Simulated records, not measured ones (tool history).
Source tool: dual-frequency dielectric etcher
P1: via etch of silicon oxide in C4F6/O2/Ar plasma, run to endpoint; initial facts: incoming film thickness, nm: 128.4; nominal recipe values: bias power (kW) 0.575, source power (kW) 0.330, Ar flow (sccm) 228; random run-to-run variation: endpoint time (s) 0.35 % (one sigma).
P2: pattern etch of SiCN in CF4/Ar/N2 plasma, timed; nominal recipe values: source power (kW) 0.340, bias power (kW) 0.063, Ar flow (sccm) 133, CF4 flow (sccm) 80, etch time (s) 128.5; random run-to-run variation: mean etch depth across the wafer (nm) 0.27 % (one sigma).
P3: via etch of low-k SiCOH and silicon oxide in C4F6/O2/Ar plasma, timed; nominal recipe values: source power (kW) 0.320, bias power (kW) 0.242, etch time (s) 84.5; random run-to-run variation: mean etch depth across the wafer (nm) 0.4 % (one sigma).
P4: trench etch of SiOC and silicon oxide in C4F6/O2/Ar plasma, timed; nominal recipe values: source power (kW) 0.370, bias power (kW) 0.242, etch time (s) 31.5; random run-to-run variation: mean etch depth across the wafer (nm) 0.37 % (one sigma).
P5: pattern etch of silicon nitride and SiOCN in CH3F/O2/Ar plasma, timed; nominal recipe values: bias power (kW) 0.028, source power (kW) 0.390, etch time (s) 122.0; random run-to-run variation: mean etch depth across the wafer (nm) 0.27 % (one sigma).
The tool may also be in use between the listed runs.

| run | hour | process that ran | bias power (kW) | source power (kW) | Ar flow (sccm) | CF4 flow (sccm) | etch time (s) | hours since the last wet clean | hours since the last bias power generator calibration | hours since the last source power generator calibration | hours since the last Ar flow controller change | endpoint time (s) | mean etch depth across the wafer (nm) |
|---|---|---|---|---|---|---|---|---|---|---|---|---|---|
| 1 | 7.0 | P1 | 0.575 | 0.330 | 228 |  |  | 77.2 | 1568.6 | 642.1 | 1243.5 | 28.612 |  |
| 2 | 12.4 | P2 | 0.063 | 0.440 | 133 | 80 | 128.5 | 82.6 | 1574.0 | 647.5 | 1248.9 |  | 102.120 |
| 3 | 17.5 | P1 | 0.575 | 0.250 | 228 |  |  | 87.7 | 1579.1 | 652.6 | 1254.0 | 31.488 |  |
| 4 | 24.3 | P1 | 0.575 | 0.330 | 269 |  |  | 94.5 | 1585.9 | 659.4 | 1260.8 | 29.213 |  |
| 5 | 33.8 | P4 | 0.242 | 0.370 |  |  | 31.5 | 104.0 | 1595.4 | 668.9 | 1270.3 |  | 64.431 |
| 6 | 41.8 | P5 | 0.039 | 0.390 |  |  | 122.0 | 112.0 | 1603.4 | 676.9 | 1278.3 |  | 21.573 |
| 7 | 50.5 | P3 | 0.242 | 0.230 |  |  | 84.5 | 120.7 | 1612.1 | 685.6 | 1287.0 |  | 210.180 |
| 8 | 57.7 | P2 | 0.063 | 0.340 | 133 | 80 | 128.5 | 127.9 | 1619.3 | 692.8 | 1294.2 |  | 81.604 |
| 9 | 63.4 | P3 | 0.242 | 0.320 |  |  | 84.5 | 133.6 | 1625.0 | 698.5 | 1299.9 |  | 240.750 |
| 10 | 71.8 | P1 | 0.575 | 0.330 | 228 |  |  | 142.0 | 1633.4 | 706.9 | 1308.3 | 28.615 |  |
| 11 | 76.1 | P1 | 0.681 | 0.330 | 228 |  |  | 146.3 | 1637.7 | 711.2 | 1312.6 | 26.897 |  |
| 12 | 82.7 | P4 | 0.242 | 0.370 |  |  | 40.5 | 152.9 | 1644.3 | 717.8 | 1319.2 |  | 83.094 |
| 13 | 89.5 | P2 | 0.063 | 0.340 | 133 | 80 | 78.5 | 159.7 | 1651.1 | 724.6 | 1326.0 |  | 49.933 |
|  | 96.9 | bias power generator calibrated |
| 14 | 98.3 | P2 | 0.063 | 0.340 | 172 | 80 | 128.5 | 168.5 | 1.4 | 733.4 | 1334.8 |  | 78.248 |
| 15 | 105.7 | P4 | 0.150 | 0.370 |  |  | 31.5 | 175.9 | 8.8 | 740.8 | 1342.2 |  | 55.017 |
| 16 | 113.9 | P2 | 0.036 | 0.340 | 133 | 80 | 128.5 | 184.1 | 17.0 | 749.0 | 1350.4 |  | 67.721 |
| 17 | 121.4 | P3 | 0.242 | 0.320 |  |  | 124.5 | 191.6 | 24.5 | 756.5 | 1357.9 |  | 352.520 |
| 18 | 130.0 | P1 | 0.575 | 0.330 | 173 |  |  | 200.2 | 33.1 | 765.1 | 1366.5 | 27.638 |  |
| 19 | 135.6 | P5 | 0.028 | 0.390 |  |  | 122.0 | 205.8 | 38.7 | 770.7 | 1372.1 |  | 18.370 |
| 20 | 144.6 | P1 | 0.575 | 0.330 | 228 |  |  | 214.8 | 47.7 | 779.7 | 1381.1 | 28.650 |  |
| 21 | 153.4 | P5 | 0.028 | 0.390 |  |  | 75.5 | 223.6 | 56.5 | 788.5 | 1389.9 |  | 11.391 |
| 22 | 160.6 | P1 | 0.575 | 0.330 | 228 |  |  | 230.8 | 63.7 | 795.7 | 1397.1 | 28.712 |  |

Run 23 is up next; what results do you expect?
| 23 | 165.5 | P2 | 0.063 | 0.340 | 133 | 80 | 128.5 | 235.7 | 68.6 | 800.6 | 1402.0 |  | ? |

mean etch depth across the wafer (nm): 81.601
